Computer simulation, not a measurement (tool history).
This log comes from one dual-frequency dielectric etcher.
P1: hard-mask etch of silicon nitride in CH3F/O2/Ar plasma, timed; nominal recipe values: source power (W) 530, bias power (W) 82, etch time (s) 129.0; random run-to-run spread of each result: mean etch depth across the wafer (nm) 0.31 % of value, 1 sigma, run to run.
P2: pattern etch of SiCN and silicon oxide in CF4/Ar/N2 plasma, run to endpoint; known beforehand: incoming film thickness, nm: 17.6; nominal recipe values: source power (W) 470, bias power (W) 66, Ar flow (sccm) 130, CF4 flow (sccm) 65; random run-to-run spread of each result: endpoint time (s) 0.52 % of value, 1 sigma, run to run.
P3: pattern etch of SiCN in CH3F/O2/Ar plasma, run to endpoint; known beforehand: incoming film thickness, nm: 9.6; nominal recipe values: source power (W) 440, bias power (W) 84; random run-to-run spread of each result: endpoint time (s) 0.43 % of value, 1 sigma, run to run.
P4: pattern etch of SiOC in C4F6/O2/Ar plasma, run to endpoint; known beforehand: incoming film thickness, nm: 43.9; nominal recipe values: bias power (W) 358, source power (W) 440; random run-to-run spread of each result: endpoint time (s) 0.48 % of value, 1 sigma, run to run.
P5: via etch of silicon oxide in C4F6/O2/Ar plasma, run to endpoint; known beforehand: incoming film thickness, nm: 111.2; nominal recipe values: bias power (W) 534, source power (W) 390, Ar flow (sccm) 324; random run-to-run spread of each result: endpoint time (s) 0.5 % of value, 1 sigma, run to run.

run     day  process that ran  source power (W)  bias power (W)  etch time (s)  Ar flow (sccm)  CF4 flow (sccm)  hours since the last wet clean  hours since the last source power generator calibration  hours since the last bias power generator calibration  mean etch depth across the wafer (nm)  endpoint time (s)
  1   0.579                P1               530              82          129.0                                                             74.4                                                   1262.5                                                 3169.3                                105.060
  2   1.029                P4               610             358                                                                            85.2                                                   1273.3                                                 3180.1                                                    14.588
  3   1.496                P2               470              66                            130               65                            96.4                                                   1284.5                                                 3191.3                                                    21.432
  4   2.088                P1               530              82          129.0                                                            110.6                                                   1298.7                                                 3205.5                                105.140
  5   2.600                P1               440              82          162.0                                                            122.9                                                   1311.0                                                 3217.8                                123.070
  6   3.088                P2               470              66                             83               65                           134.6                                                   1322.7                                                 3229.5                                                    20.088
  7   3.608                P5               260             534                            324                                            147.1                                                   1335.2                                                 3242.0                                                    29.026
  8   4.050                P4               440             358                                                                           157.7                                                   1345.8                                                 3252.6                                                    16.173
  9   4.367                P5               390             534                            324                                            165.3                                                   1353.4                                                 3260.2                                                    24.971
 10   4.750                P3               440              84                                                                           174.5                                                   1362.6                                                 3269.4                                                    22.842
      4.821  -- bias power generator calibrated
 11   5.171                P1               530              82          129.0                                                            184.6                                                   1372.7                                                    8.4                                105.150
 12   5.738                P1               650              57          129.0                                                            198.2                                                   1386.3                                                   22.0                                100.950
 13   6.258                P1               530              82           88.0                                                            210.7                                                   1398.8                                                   34.5                                 71.730
 14   6.658                P2               470              66                            130               78                           220.3                                                   1408.4                                                   44.1                                                    20.833
 15   6.971                P1               530              82          129.0                                                            227.8                                                   1415.9                                                   51.6                                104.910
 16   7.488                P1               530             108          129.0                                                            240.2                                                   1428.3                                                   64.0                                116.110
 17   7.988                P1               530              82          162.5                                                            252.2                                                   1440.3                                                   76.0                                132.170
 18   8.408                P3               440             118                                                                           262.3                                                   1450.4                                                   86.1                                                    19.925
 19   8.812                P1               530              67          129.0                                                            272.0                                                   1460.1                                                   95.8                                 98.402
 20   9.408                P2               470              48                            130               65                           286.3                                                   1474.4                                                  110.1                                                    23.762
 21   9.788                P1               400              82          129.0                                                            295.4                                                   1483.5                                                  119.2                                 94.403
 22  10.317                P1               530             113          179.0                                                            308.1                                                   1496.2                                                  131.9                                162.840
 23  10.729                P5               390             534                            438                                            318.0                                                   1506.1                                                  141.8                                                    25.855
 24  11.067                P4               440             260                                                                           326.1                                                   1514.2                                                  149.9                                                    18.226
 25  11.712                P1               650              82          129.0                                                            341.6                                                   1529.7                                                  165.4                                113.310
 26  12.254                P1               530              82          129.0                                                            354.6                                                   1542.7                                                  178.4                                105.510
 27  12.562                P3               360              84                                                                           362.0                                                   1550.1                                                  185.8                                                    24.377
 28  13.208                P2               630              66                            130               65                           377.5                                                   1565.6                                                  201.3                                                    16.517
 29  13.683                P1               530              82          129.0                                                            388.9                                                   1577.0                                                  212.7                                105.080
 30  14.012                P5               390             698                            324                                            396.8                                                   1584.9                                                  220.6                                                    22.492
 31  14.329                P3               440              84                                                                           404.4                                                   1592.5                                                  228.2                                                    22.723
 32  14.638                P5               390             534                            324                                            411.8                                                   1599.9                                                  235.6                                                    24.915
 33  15.229                P1               530              82          129.0                                                            426.0                                                   1614.1                                                  249.8                                105.290
 34  15.679                P1               530              82          129.0                                                            436.8                                                   1624.9                                                  260.6                                104.380
 35  16.267                P1               530              82          129.0                                                            450.9                                                   1639.0                                                  274.7                                103.900
 36  16.779                P1               530              82          129.0                                                            463.2                                                   1651.3                                                  287.0                                103.530
 37  17.396                P1               530              82          129.0                                                            478.0                                                   1666.1                                                  301.8                                103.670
 38  17.754                P1               530              82          129.0                                                            486.6                                                   1674.7                                                  310.4                                103.590
 39  18.300                P1               530              82          129.0                                                            499.7                                                   1687.8                                                  323.5                                103.460
     18.917  -- wet clean of the chamber
 40  18.950                P1               530              82          129.0                                                              0.8                                                   1703.4                                                  339.1                                103.350
 41  19.571                P1               530              82          129.0                                                             15.7                                                   1718.3                                                  354.0                                102.910

What does the tool deliver on the next run?
 42  20.112                P1               530              82          129.0                                                             28.7                                                   1731.3                                                  367.0                                      ?

mean etch depth across the wafer (nm): 103.710

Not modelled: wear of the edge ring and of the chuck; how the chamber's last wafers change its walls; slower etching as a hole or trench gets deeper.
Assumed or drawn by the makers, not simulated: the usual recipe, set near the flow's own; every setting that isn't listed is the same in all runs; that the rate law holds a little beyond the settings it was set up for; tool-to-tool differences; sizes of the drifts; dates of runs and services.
